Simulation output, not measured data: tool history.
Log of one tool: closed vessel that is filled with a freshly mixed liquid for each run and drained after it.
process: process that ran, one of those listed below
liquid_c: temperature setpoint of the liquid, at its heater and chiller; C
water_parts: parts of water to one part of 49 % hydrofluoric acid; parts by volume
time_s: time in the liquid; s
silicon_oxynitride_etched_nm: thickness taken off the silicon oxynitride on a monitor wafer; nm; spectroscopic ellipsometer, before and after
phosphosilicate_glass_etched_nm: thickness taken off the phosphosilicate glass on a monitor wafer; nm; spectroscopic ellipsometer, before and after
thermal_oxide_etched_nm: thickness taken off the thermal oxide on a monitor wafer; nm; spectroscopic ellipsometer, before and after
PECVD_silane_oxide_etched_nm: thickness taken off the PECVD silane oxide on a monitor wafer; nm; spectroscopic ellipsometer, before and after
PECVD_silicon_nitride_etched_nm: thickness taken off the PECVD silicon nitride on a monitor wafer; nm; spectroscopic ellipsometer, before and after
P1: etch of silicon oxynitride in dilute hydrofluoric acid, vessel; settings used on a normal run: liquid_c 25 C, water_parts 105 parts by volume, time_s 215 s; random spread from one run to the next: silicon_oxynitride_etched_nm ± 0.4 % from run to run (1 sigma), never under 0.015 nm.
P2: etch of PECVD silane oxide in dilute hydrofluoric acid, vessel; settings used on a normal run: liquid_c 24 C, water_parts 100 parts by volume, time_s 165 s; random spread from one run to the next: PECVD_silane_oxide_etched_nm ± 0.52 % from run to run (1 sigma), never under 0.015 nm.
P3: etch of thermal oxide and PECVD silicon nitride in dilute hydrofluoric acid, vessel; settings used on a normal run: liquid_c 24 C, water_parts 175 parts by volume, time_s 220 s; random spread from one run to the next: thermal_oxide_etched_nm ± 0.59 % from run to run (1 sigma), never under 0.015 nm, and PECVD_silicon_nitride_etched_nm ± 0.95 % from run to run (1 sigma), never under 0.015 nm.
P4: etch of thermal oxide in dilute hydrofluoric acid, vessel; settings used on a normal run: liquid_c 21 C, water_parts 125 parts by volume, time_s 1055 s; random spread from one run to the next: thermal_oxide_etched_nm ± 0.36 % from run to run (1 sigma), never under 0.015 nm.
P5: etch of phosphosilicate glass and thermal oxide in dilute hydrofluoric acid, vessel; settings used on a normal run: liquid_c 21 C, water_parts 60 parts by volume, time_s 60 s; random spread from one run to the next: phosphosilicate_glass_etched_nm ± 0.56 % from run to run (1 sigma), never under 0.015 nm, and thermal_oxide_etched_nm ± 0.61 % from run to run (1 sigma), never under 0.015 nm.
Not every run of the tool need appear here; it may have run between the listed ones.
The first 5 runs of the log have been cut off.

run   hour  process  liquid_c  water_parts  time_s  hours since the thermometer was replaced  hours since the hydrofluoric acid flow meter was replaced  silicon_oxynitride_etched_nm  phosphosilicate_glass_etched_nm  thermal_oxide_etched_nm  PECVD_silane_oxide_etched_nm  PECVD_silicon_nitride_etched_nm
  6   31.4       P1        32           40     215                                    1537.2                                                     1212.8                        19.848
  7   37.2       P2        24          100      75                                      1543                                                     1218.6                                                                                                                 14.92
  8   41.5       P1        25          105     215                                    1547.3                                                     1222.9                        5.1398
  9   45.8       P3        24          175     220                                    1551.6                                                     1227.2                                                                                  5.6204                                                         2.1319
 10   49.2       P1      21.5          105     215                                      1555                                                     1230.6                        4.3502
 11     54       P5        21           20      60                                    1559.8                                                     1235.4                                                         587.31                   13.919
 12   57.4       P1        25          105     215                                    1563.2                                                     1238.8                        5.1204
 13   62.4       P2        24           40     165                                    1568.2                                                     1243.8                                                                                                                88.538
 14   68.2       P4        21          125    1055                                      1574                                                     1249.6                                                                                  32.759
 15     73       P3      18.5          175     220                                    1578.8                                                     1254.4                                                                                  4.5007                                                         1.4814
 16   77.3       P4        17          125    1055                                    1583.1                                                     1258.7                                                                                  28.021
 17   82.3       P4        21          125    1055                                    1588.1                                                     1263.7                                                                                  32.861
 18   86.4       P3        24          175     350                                    1592.2                                                     1267.8                                                                                  8.9345                                                         3.4284
 19     90       P4        21          125     175                                    1595.8                                                     1271.4                                                                                  5.4692
 20   94.9       P1        25          105     335                                    1600.7                                                     1276.3                        7.9496
 21   98.3       P1      20.5           30     215                                    1604.1                                                     1279.7                         15.13
 22  101.7       P2      17.5          100     165                                    1607.5                                                     1283.1                                                                                                                25.244
 23  104.9       P1        29          105     215                                    1610.7                                                     1286.3                        6.1573
 24  110.7       P2        24          100     165                                    1616.5                                                     1292.1                                                                                                                32.861
 25  116.2       P3        24           55     220                                      1622                                                     1297.6                                                                                  20.595                                                         6.6595
 26  119.8       P4        21           35    1055                                    1625.6                                                     1301.2                                                                                  131.14
 27  122.6       P1        25          175     215                                    1628.4                                                       1304                        2.8898
 28  125.6       P1        25           35     215                                    1631.4                                                       1307                        16.348
 29  130.6       P5        21           60      30                                    1636.4                                                       1312                                                         93.697                   2.1974

Estimate the outcome of run 30 from the log above:
 30  135.2       P1        25          105     215                                      1641                                                     1316.6                             ?

silicon_oxynitride_etched_nm: 5.1306 nm
